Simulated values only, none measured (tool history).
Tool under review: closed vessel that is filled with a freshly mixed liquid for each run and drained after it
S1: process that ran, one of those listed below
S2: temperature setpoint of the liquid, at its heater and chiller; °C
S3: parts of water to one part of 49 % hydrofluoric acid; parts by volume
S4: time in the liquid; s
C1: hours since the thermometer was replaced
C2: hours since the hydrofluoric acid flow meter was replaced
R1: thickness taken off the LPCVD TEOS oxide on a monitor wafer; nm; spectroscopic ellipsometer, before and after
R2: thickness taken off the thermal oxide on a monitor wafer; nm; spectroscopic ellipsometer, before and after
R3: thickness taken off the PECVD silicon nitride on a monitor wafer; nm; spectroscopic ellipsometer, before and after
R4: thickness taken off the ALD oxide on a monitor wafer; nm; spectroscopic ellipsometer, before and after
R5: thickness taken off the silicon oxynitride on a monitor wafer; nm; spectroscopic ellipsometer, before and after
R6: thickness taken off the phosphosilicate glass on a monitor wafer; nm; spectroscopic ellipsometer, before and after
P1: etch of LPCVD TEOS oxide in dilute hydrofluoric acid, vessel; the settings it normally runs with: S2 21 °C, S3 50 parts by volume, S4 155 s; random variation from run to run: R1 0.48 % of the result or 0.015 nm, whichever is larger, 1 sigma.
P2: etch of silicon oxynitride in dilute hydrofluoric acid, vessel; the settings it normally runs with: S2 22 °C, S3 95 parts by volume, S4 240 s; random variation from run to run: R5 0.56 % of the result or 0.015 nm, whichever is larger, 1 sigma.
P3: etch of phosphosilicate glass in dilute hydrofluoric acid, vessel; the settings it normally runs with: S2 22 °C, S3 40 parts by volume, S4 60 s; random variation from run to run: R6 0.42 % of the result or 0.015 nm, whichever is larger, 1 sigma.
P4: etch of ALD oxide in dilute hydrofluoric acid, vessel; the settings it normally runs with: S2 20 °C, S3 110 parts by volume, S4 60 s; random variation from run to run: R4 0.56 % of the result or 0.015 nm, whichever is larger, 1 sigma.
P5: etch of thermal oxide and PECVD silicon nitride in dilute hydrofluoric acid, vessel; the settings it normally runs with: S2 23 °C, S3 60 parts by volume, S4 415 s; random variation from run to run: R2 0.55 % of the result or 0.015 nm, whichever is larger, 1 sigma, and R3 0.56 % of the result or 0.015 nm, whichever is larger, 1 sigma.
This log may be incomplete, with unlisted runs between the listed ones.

Run 1, day 0.325: S1 P1, S2 21 °C, S3 50 parts by volume, S4 155 s; C1 1326.9; C2 661.5. Result: R1 54.61 nm.
Run 2, day 0.612: S1 P5, S2 23 °C, S3 60 parts by volume, S4 415 s; C1 1333.8; C2 668.4. Result: R2 33.087 nm, R3 30.52 nm.
Run 3, day 0.829: S1 P5, S2 23 °C, S3 30 parts by volume, S4 415 s; C1 1339; C2 673.6. Result: R2 68.886 nm, R3 59.497 nm.
Run 4, day 1.008: S1 P4, S2 20 °C, S3 180 parts by volume, S4 60 s; C1 1343.3; C2 677.9. Result: R4 8.5877 nm.
Run 5, day 1.188: S1 P5, S2 19 °C, S3 60 parts by volume, S4 415 s; C1 1347.6; C2 682.2. Result: R2 28.252 nm, R3 23.185 nm.
Run 6, day 1.471: S1 P4, S2 20 °C, S3 110 parts by volume, S4 60 s; C1 1354.4; C2 689. Result: R4 15.013 nm.
Run 7, day 1.654: S1 P2, S2 22 °C, S3 95 parts by volume, S4 240 s; C1 1358.8; C2 693.4. Result: R5 8.719 nm.
Run 8, day 1.988: S1 P3, S2 22 °C, S3 40 parts by volume, S4 95 s; C1 1366.8; C2 701.4. Result: R6 277.03 nm.
Run 9, day 2.296: S1 P1, S2 21 °C, S3 50 parts by volume, S4 155 s; C1 1374.2; C2 708.8. Result: R1 54.823 nm.
Run 10, day 2.608: S1 P1, S2 21 °C, S3 65 parts by volume, S4 245 s; C1 1381.7; C2 716.3. Result: R1 64.813 nm.
Run 11, day 2.871: S1 P5, S2 23 °C, S3 60 parts by volume, S4 415 s; C1 1388; C2 722.6. Result: R2 33.236 nm, R3 30.535 nm.
Run 12, day 3.162: S1 P2, S2 22 °C, S3 20 parts by volume, S4 240 s; C1 1395; C2 729.6. Result: R5 44.082 nm.
Run 13, day 3.446: S1 P1, S2 21 °C, S3 50 parts by volume, S4 80 s; C1 1401.8; C2 736.4. Result: R1 28.105 nm.
Run 14, day 3.621: S1 P1, S2 21 °C, S3 50 parts by volume, S4 155 s; C1 1406; C2 740.6. Result: R1 54.583 nm.
Run 15, day 3.767: S1 P4, S2 20 °C, S3 110 parts by volume, S4 85 s; C1 1409.5; C2 744.1. Result: R4 21.576 nm.
Run 16, day 3.933: S1 P1, S2 21 °C, S3 20 parts by volume, S4 155 s; C1 1413.5; C2 748.1. Result: R1 142.13 nm.
Run 17, day 4.158: S1 P3, S2 22 °C, S3 60 parts by volume, S4 60 s; C1 1418.9; C2 753.5. Result: R6 112.07 nm.
Run 18, day 4.458: S1 P5, S2 23 °C, S3 60 parts by volume, S4 30 s; C1 1426.1; C2 760.7. Result: R2 2.4044 nm, R3 2.1757 nm.
Run 19, day 4.721: S1 P1, S2 21 °C, S3 50 parts by volume, S4 155 s; C1 1432.4; C2 767. Result: R1 54.918 nm.
Run 20, day 4.896: S1 P1, S2 25.5 °C, S3 50 parts by volume, S4 155 s; C1 1436.6; C2 771.2. Result: R1 66.109 nm.
Run 21, day 5.054: S1 P2, S2 28 °C, S3 95 parts by volume, S4 240 s; C1 1440.4; C2 775. Result: R5 11.722 nm.
Run 22, day 5.325: S1 P1, S2 21 °C, S3 50 parts by volume, S4 270 s; C1 1446.9; C2 781.5. Result: R1 94.638 nm.
Run 23, day 5.575: S1 P4, S2 20 °C, S3 110 parts by volume, S4 60 s; C1 1452.9; C2 787.5. Result: R4 15.175 nm.
Run 24, day 5.875: S1 P3, S2 17 °C, S3 40 parts by volume, S4 60 s; C1 1460.1; C2 794.7. Result: R6 141.45 nm.
Run 25, day 6.038: S1 P2, S2 22 °C, S3 95 parts by volume, S4 240 s; C1 1464; C2 798.6. Result: R5 8.7896 nm.
Run 26, day 6.312: S1 P2, S2 22 °C, S3 95 parts by volume, S4 465 s; C1 1470.6; C2 805.2. Result: R5 17.07 nm.
Run 27, day 6.492: S1 P1, S2 21 °C, S3 50 parts by volume, S4 155 s; C1 1474.9; C2 809.5. Result: R1 54.075 nm.
Run 28, day 6.804: S1 P1, S2 21 °C, S3 70 parts by volume, S4 155 s; C1 1482.4; C2 817. Result: R1 38 nm.
Run 29, day 6.946: S1 P4, S2 17 °C, S3 110 parts by volume, S4 60 s; C1 1485.8; C2 820.4. Result: R4 13.361 nm.
Run 30, day 7.229: S1 P3, S2 22 °C, S3 40 parts by volume, S4 60 s; C1 1492.6; C2 827.2. Result: R6 173.24 nm.
Run 31, day 7.542: S1 P1, S2 17 °C, S3 50 parts by volume, S4 155 s; C1 1500.1; C2 834.7. Result: R1 45.991 nm.
Run 32, day 7.8: S1 P1, S2 21 °C, S3 50 parts by volume, S4 155 s; C1 1506.3; C2 840.9. Result: R1 55.089 nm.
Run 33, day 8.038: S1 P1, S2 21 °C, S3 50 parts by volume, S4 155 s; C1 1512; C2 846.6. Result: R1 54.795 nm.
Run 34, day 8.225: S1 P1, S2 21 °C, S3 50 parts by volume, S4 155 s; C1 1516.5; C2 851.1. Result: R1 54.833 nm.
Run 35, day 8.408: S1 P1, S2 21 °C, S3 50 parts by volume, S4 155 s; C1 1520.9; C2 855.5. Result: R1 56.272 nm.
Run 36, day 8.708: S1 P1, S2 21 °C, S3 50 parts by volume, S4 155 s; C1 1528.1; C2 862.7. Result: R1 57.164 nm.
Run 37, day 8.967: S1 P1, S2 21 °C, S3 50 parts by volume, S4 155 s; C1 1534.3; C2 868.9. Result: R1 58.501 nm.
Run 38, day 9.171: S1 P1, S2 21 °C, S3 50 parts by volume, S4 155 s; C1 1539.2; C2 873.8. Result: R1 58.678 nm.
Run 39, day 9.417: S1 P1, S2 21 °C, S3 50 parts by volume, S4 155 s; C1 1545.1; C2 879.7. Result: R1 58.977 nm.
Run 40, day 9.604: S1 P1, S2 21 °C, S3 50 parts by volume, S4 155 s; C1 1549.6; C2 884.2. Result: R1 58.75 nm.
Run 41, day 9.879: S1 P1, S2 21 °C, S3 50 parts by volume, S4 155 s; C1 1556.2; C2 890.8. Result: R1 58.999 nm.
Run 42, day 10.188: S1 P1, S2 21 °C, S3 50 parts by volume, S4 155 s; C1 1563.6; C2 898.2. Result: R1 58.956 nm.

P1 has crept away from where it was. The log is fitted equally well by each of these 2 causes, at the sizes shown:
A: hydrofluoric acid flow above the setpoint (%) = 7.56
B: liquid hotter than its thermometer reads (K) = 1.85
The process output started creeping at around day 8.225.

4 check runs are offered, one wafer each, their results left as question marks. Which one tells the causes apart?
Run check 1, day 10.496: S1 P3, S2 22 °C, S3 40 parts by volume, S4 60 s. Result: R6 ?.
Run check 2, day 10.496: S1 P2, S2 22 °C, S3 95 parts by volume, S4 240 s. Result: R5 ?.
Run check 3, day 10.496: S1 P5, S2 23 °C, S3 60 parts by volume, S4 415 s. Result: R2 ?, R3 ?.
Run check 4, day 10.496: S1 P4, S2 20 °C, S3 110 parts by volume, S4 60 s. Result: R4 ?.

Predicted outcomes, by check and by cause:
  check  result    if A    if B
check 1      R6   187.7  187.88
check 2      R5  9.5043  9.6033
check 3      R2  35.926  35.827
check 3      R3  32.763   34.54
check 4      R4  16.373  16.266
How far apart the two closest causes lie, in the result that separates them most: check 1 0.1 %; check 2 1.04 %; check 3 5.28 %; check 4 0.66 %
Of the check runs offered, only check 3 discriminates between the causes; the rest would read about the same regardless of which cause applies.

After running check 3, the following was obtained: R2 35.597 nm; R3 32.708 nm. Which cause does this point to?

Of the candidate causes, it is A: hydrofluoric acid flow above the setpoint (%).
